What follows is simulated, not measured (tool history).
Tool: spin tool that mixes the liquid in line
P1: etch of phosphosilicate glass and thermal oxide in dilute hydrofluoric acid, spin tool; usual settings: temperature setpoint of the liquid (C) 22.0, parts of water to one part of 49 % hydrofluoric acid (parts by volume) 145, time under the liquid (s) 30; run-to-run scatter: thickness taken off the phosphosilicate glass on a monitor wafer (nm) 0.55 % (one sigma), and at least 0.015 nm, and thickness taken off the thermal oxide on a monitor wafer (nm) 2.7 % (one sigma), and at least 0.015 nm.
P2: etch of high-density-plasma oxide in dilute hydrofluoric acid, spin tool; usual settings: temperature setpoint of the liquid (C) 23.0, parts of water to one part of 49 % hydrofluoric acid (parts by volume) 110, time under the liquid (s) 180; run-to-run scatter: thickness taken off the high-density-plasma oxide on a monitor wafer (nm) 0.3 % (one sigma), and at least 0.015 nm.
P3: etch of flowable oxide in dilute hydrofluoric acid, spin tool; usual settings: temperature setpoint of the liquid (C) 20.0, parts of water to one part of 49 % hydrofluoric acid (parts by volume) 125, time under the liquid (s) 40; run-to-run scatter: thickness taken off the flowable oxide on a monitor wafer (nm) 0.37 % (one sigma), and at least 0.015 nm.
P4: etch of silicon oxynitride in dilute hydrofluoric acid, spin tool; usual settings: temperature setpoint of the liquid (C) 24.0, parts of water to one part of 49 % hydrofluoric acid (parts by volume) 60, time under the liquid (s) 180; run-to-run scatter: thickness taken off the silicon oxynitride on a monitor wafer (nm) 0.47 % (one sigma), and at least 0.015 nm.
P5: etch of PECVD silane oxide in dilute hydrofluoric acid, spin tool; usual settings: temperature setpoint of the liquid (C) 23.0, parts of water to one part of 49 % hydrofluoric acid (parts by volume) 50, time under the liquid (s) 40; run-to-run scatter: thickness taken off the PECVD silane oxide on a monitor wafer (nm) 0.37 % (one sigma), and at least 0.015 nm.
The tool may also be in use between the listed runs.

| run | hour | process that ran | temperature setpoint of the liquid (C) | parts of water to one part of 49 % hydrofluoric acid (parts by volume) | time under the liquid (s) | hours since the thermometer was replaced | hours since the hydrofluoric acid flow meter was replaced | thickness taken off the phosphosilicate glass on a monitor wafer (nm) | thickness taken off the thermal oxide on a monitor wafer (nm) | thickness taken off the silicon oxynitride on a monitor wafer (nm) | thickness taken off the high-density-plasma oxide on a monitor wafer (nm) | thickness taken off the PECVD silane oxide on a monitor wafer (nm) | thickness taken off the flowable oxide on a monitor wafer (nm) |
|---|---|---|---|---|---|---|---|---|---|---|---|---|---|
| 1 | 12.6 | P1 | 22.0 | 145 | 30 | 1153.5 | 581.0 | 35.649 | 0.81984 |  |  |  |  |
| 2 | 19.4 | P4 | 24.0 | 60 | 70 | 1160.3 | 587.8 |  |  | 2.6217 |  |  |  |
| 3 | 27.6 | P2 | 23.0 | 110 | 15 | 1168.5 | 596.0 |  |  |  | 0.66201 |  |  |
| 4 | 38.7 | P5 | 23.0 | 50 | 15 | 1179.6 | 607.1 |  |  |  |  | 9.1263 |  |
| 5 | 46.1 | P3 | 20.0 | 175 | 40 | 1187.0 | 614.5 |  |  |  |  |  | 10.5810 |
| 6 | 53.3 | P2 | 23.0 | 110 | 180 | 1194.2 | 621.7 |  |  |  | 7.89900 |  |  |
| 7 | 64.2 | P2 | 23.0 | 195 | 180 | 1205.1 | 632.6 |  |  |  | 4.04430 |  |  |
| 8 | 73.3 | P5 | 23.0 | 50 | 40 | 1214.2 | 641.7 |  |  |  |  | 24.5440 |  |
| 9 | 83.0 | P3 | 17.0 | 125 | 40 | 1223.9 | 651.4 |  |  |  |  |  | 13.8030 |
| 10 | 95.3 | P1 | 22.0 | 145 | 30 | 1236.2 | 663.7 | 35.566 | 0.84596 |  |  |  |  |
| 11 | 102.6 | P5 | 23.0 | 90 | 40 | 1243.5 | 671.0 |  |  |  |  | 12.9460 |  |
| 12 | 111.9 | P1 | 22.0 | 250 | 30 | 1252.8 | 680.3 | 18.236 | 0.39009 |  |  |  |  |
| 13 | 125.5 | P3 | 20.0 | 125 | 40 | 1266.4 | 693.9 |  |  |  |  |  | 15.5330 |
| 14 | 139.2 | P1 | 22.0 | 55 | 50 | 1280.1 | 707.6 | 172.980 | 4.06130 |  |  |  |  |
| 15 | 146.0 | P3 | 20.0 | 125 | 40 | 1286.9 | 714.4 |  |  |  |  |  | 15.7040 |
| 16 | 155.5 | P4 | 24.0 | 60 | 180 | 1296.4 | 723.9 |  |  | 6.6874 |  |  |  |
| 17 | 167.6 | P1 | 22.0 | 145 | 15 | 1308.5 | 736.0 | 17.730 | 0.40443 |  |  |  |  |
| 18 | 177.3 | P1 | 22.0 | 145 | 30 | 1318.2 | 745.7 | 35.336 | 0.82848 |  |  |  |  |
| 19 | 188.4 | P5 | 31.0 | 50 | 40 | 1329.3 | 756.8 |  |  |  |  | 33.8880 |  |
| 20 | 197.1 | P2 | 23.0 | 110 | 180 | 1338.0 | 765.5 |  |  |  | 7.91110 |  |  |
| 21 | 205.3 | P1 | 18.5 | 220 | 30 | 1346.2 | 773.7 | 18.704 | 0.43919 |  |  |  |  |
| 22 | 213.9 | P2 | 17.0 | 110 | 180 | 1354.8 | 782.3 |  |  |  | 6.17290 |  |  |
| 23 | 221.6 | P4 | 19.5 | 60 | 180 | 1362.5 | 790.0 |  |  | 5.3809 |  |  |  |
| 24 | 230.6 | P1 | 30.0 | 145 | 30 | 1371.5 | 799.0 | 48.019 | 1.16340 |  |  |  |  |
| 25 | 242.5 | P4 | 24.0 | 20 | 180 | 1383.4 | 810.9 |  |  | 20.7040 |  |  |  |
| 26 | 250.3 | P1 | 17.0 | 145 | 30 | 1391.2 | 818.7 | 29.093 | 0.67299 |  |  |  |  |

Run 27 comes next. What will it give?
| 27 | 261.9 | P3 | 20.0 | 125 | 15 | 1402.8 | 830.3 |  |  |  |  |  | ? |

thickness taken off the flowable oxide on a monitor wafer (nm): 5.8767
